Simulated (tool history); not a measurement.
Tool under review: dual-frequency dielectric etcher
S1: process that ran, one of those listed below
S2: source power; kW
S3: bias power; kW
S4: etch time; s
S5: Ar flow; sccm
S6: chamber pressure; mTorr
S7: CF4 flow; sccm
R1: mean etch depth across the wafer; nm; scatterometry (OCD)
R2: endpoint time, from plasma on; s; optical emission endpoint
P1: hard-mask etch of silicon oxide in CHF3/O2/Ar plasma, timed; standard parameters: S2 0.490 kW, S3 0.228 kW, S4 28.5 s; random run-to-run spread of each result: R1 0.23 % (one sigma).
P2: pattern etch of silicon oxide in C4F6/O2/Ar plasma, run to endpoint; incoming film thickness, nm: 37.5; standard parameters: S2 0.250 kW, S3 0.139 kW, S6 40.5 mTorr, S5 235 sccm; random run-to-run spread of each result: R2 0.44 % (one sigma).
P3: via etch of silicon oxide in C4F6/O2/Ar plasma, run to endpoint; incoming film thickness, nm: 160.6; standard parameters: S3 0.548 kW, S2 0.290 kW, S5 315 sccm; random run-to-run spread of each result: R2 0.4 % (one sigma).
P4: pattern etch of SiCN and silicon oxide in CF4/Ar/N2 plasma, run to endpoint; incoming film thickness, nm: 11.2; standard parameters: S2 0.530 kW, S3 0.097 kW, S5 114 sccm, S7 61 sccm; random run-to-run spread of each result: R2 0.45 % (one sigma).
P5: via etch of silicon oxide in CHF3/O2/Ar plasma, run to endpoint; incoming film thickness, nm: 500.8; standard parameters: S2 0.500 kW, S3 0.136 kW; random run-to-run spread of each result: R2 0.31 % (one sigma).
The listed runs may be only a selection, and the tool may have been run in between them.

run 1 hour=7.9 | S1=P1 S2=0.490 S3=0.228 S4=28.5 | R1=57.276
run 2 hour=14.3 | S1=P1 S2=0.490 S3=0.228 S4=28.5 | R1=56.849
run 3 hour=22.5 | S1=P1 S2=0.490 S3=0.173 S4=20.5 | R1=37.280
run 4 hour=26.5 | S1=P3 S2=0.290 S3=0.683 S5=315 | R2=33.7750
run 5 hour=34.0 | S1=P2 S2=0.330 S3=0.139 S5=235 S6=40.5 | R2=13.4190
run 6 hour=41.5 | S1=P1 S2=0.490 S3=0.172 S4=28.5 | R1=51.749
-- hour=44.8 bias power generator calibrated
run 7 hour=45.3 | S1=P2 S2=0.250 S3=0.139 S5=235 S6=40.5 | R2=14.9130
run 8 hour=49.7 | S1=P1 S2=0.490 S3=0.228 S4=39.5 | R1=79.255
run 9 hour=56.8 | S1=P2 S2=0.250 S3=0.139 S5=235 S6=49.5 | R2=15.4490
run 10 hour=61.9 | S1=P3 S2=0.220 S3=0.548 S5=315 | R2=40.9340
run 11 hour=69.5 | S1=P2 S2=0.250 S3=0.139 S5=140 S6=40.5 | R2=14.1180
run 12 hour=73.9 | S1=P1 S2=0.490 S3=0.228 S4=22.0 | R1=44.135
run 13 hour=79.1 | S1=P4 S2=0.530 S3=0.097 S5=114 S7=61 | R2=10.4360
run 14 hour=85.7 | S1=P1 S2=0.490 S3=0.228 S4=28.5 | R1=56.990
run 15 hour=91.3 | S1=P1 S2=0.490 S3=0.228 S4=28.5 | R1=57.214
run 16 hour=96.5 | S1=P4 S2=0.530 S3=0.097 S5=114 S7=78 | R2=10.1360
run 17 hour=101.1 | S1=P1 S2=0.620 S3=0.228 S4=28.5 | R1=62.296
run 18 hour=108.0 | S1=P5 S2=0.500 S3=0.167 | R2=284.7100
run 19 hour=113.4 | S1=P1 S2=0.490 S3=0.294 S4=28.5 | R1=62.666
run 20 hour=121.2 | S1=P2 S2=0.250 S3=0.100 S5=235 S6=40.5 | R2=16.5100
run 21 hour=127.2 | S1=P4 S2=0.420 S3=0.097 S5=114 S7=61 | R2=12.8990
-- hour=129.1 source power generator calibrated
run 22 hour=135.3 | S1=P4 S2=0.530 S3=0.097 S5=85 S7=61 | R2=10.1000
run 23 hour=139.7 | S1=P1 S2=0.350 S3=0.228 S4=28.5 | R1=50.557
run 24 hour=145.7 | S1=P1 S2=0.490 S3=0.228 S4=28.5 | R1=57.203
run 25 hour=150.8 | S1=P5 S2=0.600 S3=0.136 | R2=282.6800
run 26 hour=158.8 | S1=P3 S2=0.290 S3=0.548 S5=315 | R2=37.0230
run 27 hour=165.9 | S1=P1 S2=0.490 S3=0.276 S4=40.5 | R1=86.913
run 28 hour=169.7 | S1=P3 S2=0.290 S3=0.548 S5=315 | R2=36.9410
run 29 hour=176.2 | S1=P1 S2=0.490 S3=0.228 S4=28.5 | R1=56.946
run 30 hour=181.5 | S1=P5 S2=0.500 S3=0.136 | R2=305.5600
run 31 hour=185.4 | S1=P5 S2=0.500 S3=0.136 | R2=305.0700
run 32 hour=190.7 | S1=P1 S2=0.490 S3=0.228 S4=28.5 | R1=57.182
run 33 hour=197.6 | S1=P4 S2=0.530 S3=0.128 S5=114 S7=61 | R2=9.4398
run 34 hour=204.5 | S1=P1 S2=0.630 S3=0.155 S4=28.5 | R1=55.134
run 35 hour=211.2 | S1=P3 S2=0.290 S3=0.548 S5=437 | R2=38.1850
run 36 hour=215.1 | S1=P1 S2=0.490 S3=0.228 S4=28.5 | R1=57.213
run 37 hour=223.1 | S1=P1 S2=0.490 S3=0.228 S4=28.5 | R1=56.799
run 38 hour=227.1 | S1=P1 S2=0.490 S3=0.228 S4=28.5 | R1=56.596
run 39 hour=232.9 | S1=P1 S2=0.490 S3=0.228 S4=28.5 | R1=56.366
run 40 hour=238.2 | S1=P1 S2=0.490 S3=0.228 S4=28.5 | R1=56.279
-- hour=238.9 wet clean of the chamber
run 41 hour=244.9 | S1=P1 S2=0.490 S3=0.228 S4=28.5 | R1=56.280
run 42 hour=248.5 | S1=P1 S2=0.490 S3=0.228 S4=28.5 | R1=56.371
run 43 hour=253.0 | S1=P1 S2=0.490 S3=0.228 S4=28.5 | R1=56.329
run 44 hour=259.6 | S1=P1 S2=0.490 S3=0.228 S4=28.5 | R1=56.114
run 45 hour=266.4 | S1=P1 S2=0.490 S3=0.228 S4=28.5 | R1=55.957

For run 46, what comes out?
run 46 hour=273.7 | S1=P1 S2=0.490 S3=0.228 S4=28.5 | R1=?

Run 46 measured R1 56.004 nm.
